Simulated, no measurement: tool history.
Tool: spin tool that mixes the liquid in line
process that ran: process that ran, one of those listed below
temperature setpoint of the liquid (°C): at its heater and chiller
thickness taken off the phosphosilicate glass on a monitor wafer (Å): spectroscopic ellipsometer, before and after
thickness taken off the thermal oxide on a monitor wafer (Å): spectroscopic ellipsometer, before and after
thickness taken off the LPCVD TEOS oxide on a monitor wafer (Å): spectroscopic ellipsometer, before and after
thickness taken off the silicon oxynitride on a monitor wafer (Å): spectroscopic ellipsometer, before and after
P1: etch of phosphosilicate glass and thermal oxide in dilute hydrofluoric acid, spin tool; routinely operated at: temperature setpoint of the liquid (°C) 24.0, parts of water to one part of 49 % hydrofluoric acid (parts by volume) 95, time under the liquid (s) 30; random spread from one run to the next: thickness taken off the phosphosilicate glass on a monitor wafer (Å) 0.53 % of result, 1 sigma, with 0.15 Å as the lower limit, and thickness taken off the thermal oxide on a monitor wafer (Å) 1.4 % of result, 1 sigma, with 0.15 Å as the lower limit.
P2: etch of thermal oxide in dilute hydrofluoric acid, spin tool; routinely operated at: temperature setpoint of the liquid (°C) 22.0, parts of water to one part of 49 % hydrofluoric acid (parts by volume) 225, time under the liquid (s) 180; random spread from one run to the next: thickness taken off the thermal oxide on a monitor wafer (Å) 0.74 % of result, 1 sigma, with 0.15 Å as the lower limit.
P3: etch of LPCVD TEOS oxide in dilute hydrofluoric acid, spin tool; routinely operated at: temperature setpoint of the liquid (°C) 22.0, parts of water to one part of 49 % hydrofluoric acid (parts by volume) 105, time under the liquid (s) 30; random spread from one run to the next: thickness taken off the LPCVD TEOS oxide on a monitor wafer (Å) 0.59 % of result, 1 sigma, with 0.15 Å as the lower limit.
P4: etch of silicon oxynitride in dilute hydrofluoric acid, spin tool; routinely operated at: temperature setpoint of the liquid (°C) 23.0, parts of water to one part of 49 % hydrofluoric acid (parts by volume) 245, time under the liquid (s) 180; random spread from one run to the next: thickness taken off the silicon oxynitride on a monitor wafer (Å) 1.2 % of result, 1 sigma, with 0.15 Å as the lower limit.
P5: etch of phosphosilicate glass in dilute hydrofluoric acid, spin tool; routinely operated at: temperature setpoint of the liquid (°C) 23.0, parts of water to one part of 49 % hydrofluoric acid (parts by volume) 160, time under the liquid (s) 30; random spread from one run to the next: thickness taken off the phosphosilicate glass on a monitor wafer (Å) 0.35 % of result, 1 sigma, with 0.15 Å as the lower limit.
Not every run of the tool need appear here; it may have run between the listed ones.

run   hour  process that ran  temperature setpoint of the liquid (°C)  parts of water to one part of 49 % hydrofluoric acid (parts by volume)  time under the liquid (s)  hours since the thermometer was replaced  hours since the hydrofluoric acid flow meter was replaced  thickness taken off the phosphosilicate glass on a monitor wafer (Å)  thickness taken off the thermal oxide on a monitor wafer (Å)  thickness taken off the LPCVD TEOS oxide on a monitor wafer (Å)  thickness taken off the silicon oxynitride on a monitor wafer (Å)
  1    4.5                P1                                     24.0                                                                      95                         30                                    1476.6                                                      460.1                                                               566.350                                                       14.1960
  2    9.9                P3                                     22.0                                                                      45                         30                                    1482.0                                                      465.5                                                                                                                                                                                              154.410
  3   16.4                P1                                     30.0                                                                      95                         30                                    1488.5                                                      472.0                                                               718.840                                                       18.2180
  4   21.6                P4                                     23.0                                                                     245                        180                                    1493.7                                                      477.2                                                                                                                                                                                                                                                                 20.1430
  5   25.2                P3                                     17.0                                                                     105                         30                                    1497.3                                                      480.8                                                                                                                                                                                               49.373
  6   32.7                P1                                     24.0                                                                      95                         30                                    1504.8                                                      488.3                                                               563.240                                                       14.5740
  7   37.0                P1                                     24.0                                                                      95                         15                                    1509.1                                                      492.6                                                               286.020                                                        7.3478
  8   44.0                P3                                     22.0                                                                     105                         30                                    1516.1                                                      499.6                                                                                                                                                                                               60.986
  9   51.0                P2                                     27.5                                                                     225                        180                                    1523.1                                                      506.6                                                                                                                             36.4230
 10   55.3                P1                                     24.0                                                                      55                         30                                    1527.4                                                      510.9                                                              1033.400                                                       26.2200
 11   62.7                P1                                     24.0                                                                     140                         30                                    1534.8                                                      518.3                                                               367.420                                                        9.4894
 12   66.6                P2                                     22.0                                                                     225                         20                                    1538.7                                                      522.2                                                                                                                              3.4318
 13   74.0                P3                                     22.0                                                                     105                         15                                    1546.1                                                      529.6                                                                                                                                                                                               30.527
 14   81.0                P1                                     24.0                                                                      95                         30                                    1553.1                                                      536.6                                                               571.950                                                       14.7720
 15   88.0                P3                                     22.0                                                                     105                         30                                    1560.1                                                      543.6                                                                                                                                                                                               61.189
 16   94.9                P4                                     23.0                                                                     245                        180                                    1567.0                                                      550.5                                                                                                                                                                                                                                                                 20.7590
 17  100.7                P4                                     23.0                                                                     400                        180                                    1572.8                                                      556.3                                                                                                                                                                                                                                                                 11.3470
 18  108.0                P1                                     19.0                                                                      35                         30                                    1580.1                                                      563.6                                                              1346.700                                                       34.5100
 19  115.3                P1                                     24.0                                                                      95                         30                                    1587.4                                                      570.9                                                               565.240                                                       14.1890
 20  119.7                P5                                     23.0                                                                     160                         30                                    1591.8                                                      575.3                                                               151.770
 21  123.7                P2                                     22.0                                                                     405                        180                                    1595.8                                                      579.3                                                                                                                             14.4590
 22  129.0                P1                                     31.0                                                                      95                         45                                    1601.1                                                      584.6                                                              1117.500                                                       28.6020
 23  135.8                P1                                     17.5                                                                      95                         45                                    1607.9                                                      591.4                                                               659.140                                                       17.2970
 24  140.9                P4                                     23.0                                                                     245                         15                                    1613.0                                                      596.5                                                                                                                                                                                                                                                                  1.6985
 25  146.1                P5                                     23.0                                                                     160                         15                                    1618.2                                                      601.7                                                                76.282
 26  150.2                P1                                     24.0                                                                      95                         50                                    1622.3                                                      605.8                                                               949.380                                                       24.1010
 27  156.4                P1                                     19.5                                                                      95                         30                                    1628.5                                                      612.0                                                               477.110                                                       12.3630
 28  161.7                P2                                     22.0                                                                     225                        180                                    1633.8                                                      617.3                                                                                                                             30.3800
 29  168.0                P1                                     24.0                                                                      95                         30                                    1640.1                                                      623.6                                                               569.820                                                       14.5510
 30  175.5                P5                                     23.0                                                                      45                         30                                    1647.6                                                      631.1                                                               618.380
 31  182.2                P5                                     28.5                                                                     160                         30                                    1654.3                                                      637.8                                                               187.100
 32  185.6                P4                                     17.5                                                                     245                        180                                    1657.7                                                      641.2                                                                                                                                                                                                                                                                 16.4390
 33  190.5                P1                                     24.0                                                                      95                         30                                    1662.6                                                      646.1                                                               569.960                                                       14.6760
 34  196.0                P1                                     24.0                                                                      95                         30                                    1668.1                                                      651.6                                                               585.010                                                       15.1140
 35  200.1                P1                                     24.0                                                                      95                         30                                    1672.2                                                      655.7                                                               594.920                                                       15.0630
 36  205.9                P1                                     24.0                                                                      95                         30                                    1678.0                                                      661.5                                                               608.620                                                       15.3230
 37  209.6                P1                                     24.0                                                                      95                         30                                    1681.7                                                      665.2                                                               612.820                                                       15.5860
 38  216.1                P1                                     24.0                                                                      95                         30                                    1688.2                                                      671.7                                                               614.590                                                       15.8190
 39  220.1                P1                                     24.0                                                                      95                         30                                    1692.2                                                      675.7                                                               618.910                                                       15.2230
 40  224.9                P1                                     24.0                                                                      95                         30                                    1697.0                                                      680.5                                                               617.400                                                       15.6890
 41  229.1                P1                                     24.0                                                                      95                         30                                    1701.2                                                      684.7                                                               623.750                                                       15.7890
 42  235.0                P1                                     24.0                                                                      95                         30                                    1707.1                                                      690.6                                                               617.530                                                       15.5600
 43  242.6                P1                                     24.0                                                                      95                         30                                    1714.7                                                      698.2                                                               629.690                                                       16.1670
 44  249.9                P1                                     24.0                                                                      95                         30                                    1722.0                                                      705.5                                                               618.380                                                       16.1370

The log shows P1 creeping away from where it was. Any of the 2 causes listed here, at the size stated for it, fits the log just as well as the others:
A: liquid hotter than its thermometer reads (K) = 2.26
B: hydrofluoric acid flow above the setpoint (%) = 8.31
At approximately hour 190.5, the process output began to creep.

Which of the 4 check runs listed below, each an average over 5 wafers with its results shown as question marks, gives clearly different results under the different listed causes?
check 1  257.2                P5                                     28.0                                                                      55                         30                                                                                                                                                                          ?
check 2  257.2                P3                                     17.5                                                                     105                         30                                                                                                                                                                                                                                                                                                         ?
check 3  257.2                P2                                     27.0                                                                     380                        180                                                                                                                                                                                                                                        ?
check 4  257.2                P4                                     23.0                                                                     385                        180                                                                                                                                                                                                                                                                                                                                                                            ?

If the cause were each of the candidates in turn, the checks would give the following:
  check                                                                result     if A     if B
check 1  thickness taken off the phosphosilicate glass on a monitor wafer (Å)  671.210  669.260
check 2       thickness taken off the LPCVD TEOS oxide on a monitor wafer (Å)   55.882   55.584
check 3          thickness taken off the thermal oxide on a monitor wafer (Å)  19.8070  20.5610
check 4     thickness taken off the silicon oxynitride on a monitor wafer (Å)  13.1110  13.1940
How far apart the two closest causes lie, in the result that separates them most: check 1 0.29 %; check 2 0.53 %; check 3 3.73 %; check 4 0.63 %
Check 3 tells the causes apart: in the others they would give nearly the same result.

Running check 3 produced the following: thickness taken off the thermal oxide on a monitor wafer (Å) 19.8600. Which one of the listed causes fits?

Of the candidate causes, it is A: liquid hotter than its thermometer reads (K).
